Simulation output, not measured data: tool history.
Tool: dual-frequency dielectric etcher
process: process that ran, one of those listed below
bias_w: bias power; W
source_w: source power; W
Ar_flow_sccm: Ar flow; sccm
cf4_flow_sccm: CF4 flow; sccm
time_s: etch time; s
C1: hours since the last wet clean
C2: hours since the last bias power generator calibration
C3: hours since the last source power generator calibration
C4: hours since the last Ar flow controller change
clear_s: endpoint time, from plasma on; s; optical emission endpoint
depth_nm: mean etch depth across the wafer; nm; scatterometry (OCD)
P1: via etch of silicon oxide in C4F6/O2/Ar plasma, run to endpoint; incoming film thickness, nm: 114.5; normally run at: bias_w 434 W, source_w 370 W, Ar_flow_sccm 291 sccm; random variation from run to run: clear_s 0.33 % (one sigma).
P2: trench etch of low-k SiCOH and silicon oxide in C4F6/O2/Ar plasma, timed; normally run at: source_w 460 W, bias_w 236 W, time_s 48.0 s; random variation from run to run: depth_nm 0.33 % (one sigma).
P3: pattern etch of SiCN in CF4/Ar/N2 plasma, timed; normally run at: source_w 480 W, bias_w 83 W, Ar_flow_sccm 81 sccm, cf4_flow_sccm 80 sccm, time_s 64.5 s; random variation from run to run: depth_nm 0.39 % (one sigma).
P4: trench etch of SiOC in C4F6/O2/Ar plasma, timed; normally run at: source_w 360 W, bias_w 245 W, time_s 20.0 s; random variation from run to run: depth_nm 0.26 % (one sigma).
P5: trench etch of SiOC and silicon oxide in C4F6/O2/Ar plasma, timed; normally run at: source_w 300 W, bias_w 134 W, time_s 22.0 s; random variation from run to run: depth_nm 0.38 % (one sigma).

{"run": 1, "hour": 7.9, "process": "P1", "bias_w": 434, "source_w": 370, "Ar_flow_sccm": 291, "C1": 223.3, "C2": 542.5, "C3": 433.7, "C4": 1091.1, "clear_s": 27.844}
{"run": 2, "hour": 15.8, "process": "P3", "bias_w": 83, "source_w": 480, "Ar_flow_sccm": 81, "cf4_flow_sccm": 80, "time_s": 64.5, "C1": 231.2, "C2": 550.4, "C3": 441.6, "C4": 1099.0, "depth_nm": 65.101}
{"run": 3, "hour": 28.5, "process": "P1", "bias_w": 434, "source_w": 370, "Ar_flow_sccm": 291, "C1": 243.9, "C2": 563.1, "C3": 454.3, "C4": 1111.7, "clear_s": 27.774}
{"run": 4, "hour": 40.4, "process": "P4", "bias_w": 245, "source_w": 500, "time_s": 20.0, "C1": 255.8, "C2": 575.0, "C3": 466.2, "C4": 1123.6, "depth_nm": 51.573}
{"run": 5, "hour": 47.2, "process": "P3", "bias_w": 83, "source_w": 480, "Ar_flow_sccm": 81, "cf4_flow_sccm": 80, "time_s": 88.5, "C1": 262.6, "C2": 581.8, "C3": 473.0, "C4": 1130.4, "depth_nm": 89.226}
{"run": 6, "hour": 61.3, "process": "P1", "bias_w": 434, "source_w": 370, "Ar_flow_sccm": 291, "C1": 276.7, "C2": 595.9, "C3": 487.1, "C4": 1144.5, "clear_s": 27.752}
{"run": 7, "hour": 74.8, "process": "P1", "bias_w": 434, "source_w": 510, "Ar_flow_sccm": 291, "C1": 290.2, "C2": 609.4, "C3": 500.6, "C4": 1158.0, "clear_s": 24.771}
{"run": 8, "hour": 83.8, "process": "P5", "bias_w": 134, "source_w": 300, "time_s": 22.0, "C1": 299.2, "C2": 618.4, "C3": 509.6, "C4": 1167.0, "depth_nm": 34.728}
{"run": 9, "hour": 91.1, "process": "P4", "bias_w": 159, "source_w": 360, "time_s": 20.0, "C1": 306.5, "C2": 625.7, "C3": 516.9, "C4": 1174.3, "depth_nm": 39.475}
{"run": 10, "hour": 105.1, "process": "P1", "bias_w": 434, "source_w": 370, "Ar_flow_sccm": 291, "C1": 320.5, "C2": 639.7, "C3": 530.9, "C4": 1188.3, "clear_s": 27.946}
{"run": 11, "hour": 113.2, "process": "P3", "bias_w": 65, "source_w": 480, "Ar_flow_sccm": 81, "cf4_flow_sccm": 80, "time_s": 64.5, "C1": 328.6, "C2": 647.8, "C3": 539.0, "C4": 1196.4, "depth_nm": 60.326}
{"run": 12, "hour": 124.2, "process": "P5", "bias_w": 81, "source_w": 300, "time_s": 22.0, "C1": 339.6, "C2": 658.8, "C3": 550.0, "C4": 1207.4, "depth_nm": 30.066}
{"run": 13, "hour": 133.0, "process": "P1", "bias_w": 434, "source_w": 220, "Ar_flow_sccm": 291, "C1": 348.4, "C2": 667.6, "C3": 558.8, "C4": 1216.2, "clear_s": 33.782}
{"run": 14, "hour": 140.1, "process": "P1", "bias_w": 434, "source_w": 370, "Ar_flow_sccm": 368, "C1": 355.5, "C2": 674.7, "C3": 565.9, "C4": 1223.3, "clear_s": 28.628}
{"run": 15, "hour": 153.9, "process": "P5", "bias_w": 134, "source_w": 420, "time_s": 22.0, "C1": 369.3, "C2": 688.5, "C3": 579.7, "C4": 1237.1, "depth_nm": 39.871}
{"run": 16, "hour": 162.2, "process": "P1", "bias_w": 305, "source_w": 370, "Ar_flow_sccm": 228, "C1": 377.6, "C2": 696.8, "C3": 588.0, "C4": 1245.4, "clear_s": 30.901}
{"run": 17, "hour": 171.7, "process": "P2", "bias_w": 236, "source_w": 460, "time_s": 36.5, "C1": 387.1, "C2": 706.3, "C3": 597.5, "C4": 1254.9, "depth_nm": 138.82}
{"run": 18, "hour": 178.4, "process": "P1", "bias_w": 281, "source_w": 370, "Ar_flow_sccm": 291, "C1": 393.8, "C2": 713.0, "C3": 604.2, "C4": 1261.6, "clear_s": 32.559}
{"run": 19, "hour": 192.8, "process": "P2", "bias_w": 236, "source_w": 460, "time_s": 48.0, "C1": 408.2, "C2": 727.4, "C3": 618.6, "C4": 1276.0, "depth_nm": 182.93}
{"run": 20, "hour": 204.0, "process": "P2", "bias_w": 190, "source_w": 460, "time_s": 48.0, "C1": 419.4, "C2": 738.6, "C3": 629.8, "C4": 1287.2, "depth_nm": 169.73}
{"run": 21, "hour": 217.9, "process": "P3", "bias_w": 83, "source_w": 480, "Ar_flow_sccm": 56, "cf4_flow_sccm": 80, "time_s": 64.5, "C1": 433.3, "C2": 752.5, "C3": 643.7, "C4": 1301.1, "depth_nm": 68.13}
{"run": 22, "hour": 225.8, "process": "P3", "bias_w": 83, "source_w": 300, "Ar_flow_sccm": 81, "cf4_flow_sccm": 80, "time_s": 64.5, "C1": 441.2, "C2": 760.4, "C3": 651.6, "C4": 1309.0, "depth_nm": 43.138}
{"run": 23, "hour": 234.5, "process": "P4", "bias_w": 245, "source_w": 360, "time_s": 14.5, "C1": 449.9, "C2": 769.1, "C3": 660.3, "C4": 1317.7, "depth_nm": 33.023}
{"run": 24, "hour": 248.4, "process": "P4", "bias_w": 245, "source_w": 360, "time_s": 20.0, "C1": 463.8, "C2": 783.0, "C3": 674.2, "C4": 1331.6, "depth_nm": 45.393}
{"run": 25, "hour": 258.1, "process": "P2", "bias_w": 236, "source_w": 650, "time_s": 48.0, "C1": 473.5, "C2": 792.7, "C3": 683.9, "C4": 1341.3, "depth_nm": 209.26}
{"run": 26, "hour": 270.8, "process": "P5", "bias_w": 134, "source_w": 300, "time_s": 16.5, "C1": 486.2, "C2": 805.4, "C3": 696.6, "C4": 1354.0, "depth_nm": 26.106}
{"run": 27, "hour": 284.3, "process": "P3", "bias_w": 83, "source_w": 480, "Ar_flow_sccm": 81, "cf4_flow_sccm": 105, "time_s": 64.5, "C1": 499.7, "C2": 818.9, "C3": 710.1, "C4": 1367.5, "depth_nm": 67.107}
{"run": 28, "hour": 294.8, "process": "P1", "bias_w": 434, "source_w": 370, "Ar_flow_sccm": 291, "C1": 510.2, "C2": 829.4, "C3": 720.6, "C4": 1378.0, "clear_s": 28.098}
{"run": 29, "hour": 301.3, "process": "P1", "bias_w": 434, "source_w": 370, "Ar_flow_sccm": 195, "C1": 516.7, "C2": 835.9, "C3": 727.1, "C4": 1384.5, "clear_s": 26.751}
{"run": 30, "hour": 315.7, "process": "P4", "bias_w": 245, "source_w": 360, "time_s": 20.0, "C1": 531.1, "C2": 850.3, "C3": 741.5, "C4": 1398.9, "depth_nm": 45.697}
{"run": 31, "hour": 326.5, "process": "P1", "bias_w": 521, "source_w": 370, "Ar_flow_sccm": 291, "C1": 541.9, "C2": 861.1, "C3": 752.3, "C4": 1409.7, "clear_s": 25.933}

Forecast run 32:
{"run": 32, "hour": 340.4, "process": "P1", "bias_w": 434, "source_w": 370, "Ar_flow_sccm": 291, "C1": 555.8, "C2": 875.0, "C3": 766.2, "C4": 1423.6, "clear_s": "?"}

clear_s: 27.964 s

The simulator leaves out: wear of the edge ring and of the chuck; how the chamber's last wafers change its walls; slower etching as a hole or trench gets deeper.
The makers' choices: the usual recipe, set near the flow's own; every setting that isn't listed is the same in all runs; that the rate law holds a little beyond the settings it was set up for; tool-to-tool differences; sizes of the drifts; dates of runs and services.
